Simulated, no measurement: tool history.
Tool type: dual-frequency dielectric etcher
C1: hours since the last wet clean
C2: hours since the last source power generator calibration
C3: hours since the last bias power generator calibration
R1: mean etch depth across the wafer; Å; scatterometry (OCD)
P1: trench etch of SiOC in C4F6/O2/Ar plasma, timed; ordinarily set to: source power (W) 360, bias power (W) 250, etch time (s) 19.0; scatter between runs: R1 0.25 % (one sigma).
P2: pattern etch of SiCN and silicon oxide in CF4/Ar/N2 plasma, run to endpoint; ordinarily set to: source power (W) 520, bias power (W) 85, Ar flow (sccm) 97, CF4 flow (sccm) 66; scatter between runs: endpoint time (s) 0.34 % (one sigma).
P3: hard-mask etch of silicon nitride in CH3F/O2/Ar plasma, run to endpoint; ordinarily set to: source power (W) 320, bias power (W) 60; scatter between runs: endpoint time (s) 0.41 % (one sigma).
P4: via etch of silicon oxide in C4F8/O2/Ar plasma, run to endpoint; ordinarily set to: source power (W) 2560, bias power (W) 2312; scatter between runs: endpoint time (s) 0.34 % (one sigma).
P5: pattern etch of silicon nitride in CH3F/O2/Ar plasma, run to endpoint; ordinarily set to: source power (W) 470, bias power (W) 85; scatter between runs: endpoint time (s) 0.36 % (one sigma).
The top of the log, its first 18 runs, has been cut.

run 19 day=6.383 | process_that_ran=P1 source_power_(W)=360 bias_power_(W)=250 etch_time_(s)=19.0 | C1=430.1 C2=3212.7 C3=2952.5 | R1=406.06
run 20 day=6.783 | process_that_ran=P2 source_power_(W)=520 bias_power_(W)=85 Ar_flow_(sccm)=63 CF4_flow_(sccm)=66 | C1=439.7 C2=3222.3 C3=2962.1 | endpoint_time_(s)=12.515
run 21 day=7.038 | process_that_ran=P3 source_power_(W)=320 bias_power_(W)=60 | C1=445.8 C2=3228.4 C3=2968.2 | endpoint_time_(s)=71.565
run 22 day=7.396 | process_that_ran=P3 source_power_(W)=320 bias_power_(W)=82 | C1=454.4 C2=3237.0 C3=2976.8 | endpoint_time_(s)=63.804
run 23 day=7.846 | process_that_ran=P3 source_power_(W)=200 bias_power_(W)=60 | C1=465.2 C2=3247.8 C3=2987.6 | endpoint_time_(s)=85.236
run 24 day=8.075 | process_that_ran=P4 source_power_(W)=2560 bias_power_(W)=2312 | C1=470.7 C2=3253.3 C3=2993.1 | endpoint_time_(s)=324.160
run 25 day=8.562 | process_that_ran=P2 source_power_(W)=520 bias_power_(W)=85 Ar_flow_(sccm)=97 CF4_flow_(sccm)=66 | C1=482.4 C2=3265.0 C3=3004.8 | endpoint_time_(s)=13.338
run 26 day=8.925 | process_that_ran=P4 source_power_(W)=3210 bias_power_(W)=2312 | C1=491.1 C2=3273.7 C3=3013.5 | endpoint_time_(s)=295.270
run 27 day=9.167 | process_that_ran=P1 source_power_(W)=360 bias_power_(W)=250 etch_time_(s)=19.0 | C1=496.9 C2=3279.5 C3=3019.3 | R1=408.17
-- day=9.192 bias power generator calibrated
run 28 day=9.512 | process_that_ran=P1 source_power_(W)=270 bias_power_(W)=250 etch_time_(s)=19.0 | C1=505.2 C2=3287.8 C3=7.8 | R1=364.70
run 29 day=9.762 | process_that_ran=P5 source_power_(W)=470 bias_power_(W)=85 | C1=511.2 C2=3293.8 C3=13.8 | endpoint_time_(s)=32.712
run 30 day=10.258 | process_that_ran=P1 source_power_(W)=360 bias_power_(W)=250 etch_time_(s)=19.0 | C1=523.1 C2=3305.7 C3=25.7 | R1=406.99
run 31 day=10.671 | process_that_ran=P1 source_power_(W)=360 bias_power_(W)=250 etch_time_(s)=19.0 | C1=533.0 C2=3315.6 C3=35.6 | R1=407.02
run 32 day=11.104 | process_that_ran=P1 source_power_(W)=360 bias_power_(W)=250 etch_time_(s)=19.0 | C1=543.4 C2=3326.0 C3=46.0 | R1=410.38
run 33 day=11.488 | process_that_ran=P1 source_power_(W)=360 bias_power_(W)=250 etch_time_(s)=19.0 | C1=552.6 C2=3335.2 C3=55.2 | R1=411.76
run 34 day=11.912 | process_that_ran=P1 source_power_(W)=360 bias_power_(W)=250 etch_time_(s)=19.0 | C1=562.8 C2=3345.4 C3=65.4 | R1=411.94
run 35 day=12.379 | process_that_ran=P1 source_power_(W)=360 bias_power_(W)=250 etch_time_(s)=19.0 | C1=574.0 C2=3356.6 C3=76.6 | R1=412.74
run 36 day=12.842 | process_that_ran=P1 source_power_(W)=360 bias_power_(W)=250 etch_time_(s)=19.0 | C1=585.1 C2=3367.7 C3=87.7 | R1=412.68
-- day=12.979 wet clean of the chamber
run 37 day=13.333 | process_that_ran=P1 source_power_(W)=360 bias_power_(W)=250 etch_time_(s)=19.0 | C1=8.6 C2=3379.5 C3=99.5 | R1=413.38

Run 38 comes next. What will it give?
run 38 day=13.721 | process_that_ran=P1 source_power_(W)=360 bias_power_(W)=250 etch_time_(s)=19.0 | C1=17.9 C2=3388.8 C3=108.8 | R1=?

Run 38 came out at R1 414.19 Å.

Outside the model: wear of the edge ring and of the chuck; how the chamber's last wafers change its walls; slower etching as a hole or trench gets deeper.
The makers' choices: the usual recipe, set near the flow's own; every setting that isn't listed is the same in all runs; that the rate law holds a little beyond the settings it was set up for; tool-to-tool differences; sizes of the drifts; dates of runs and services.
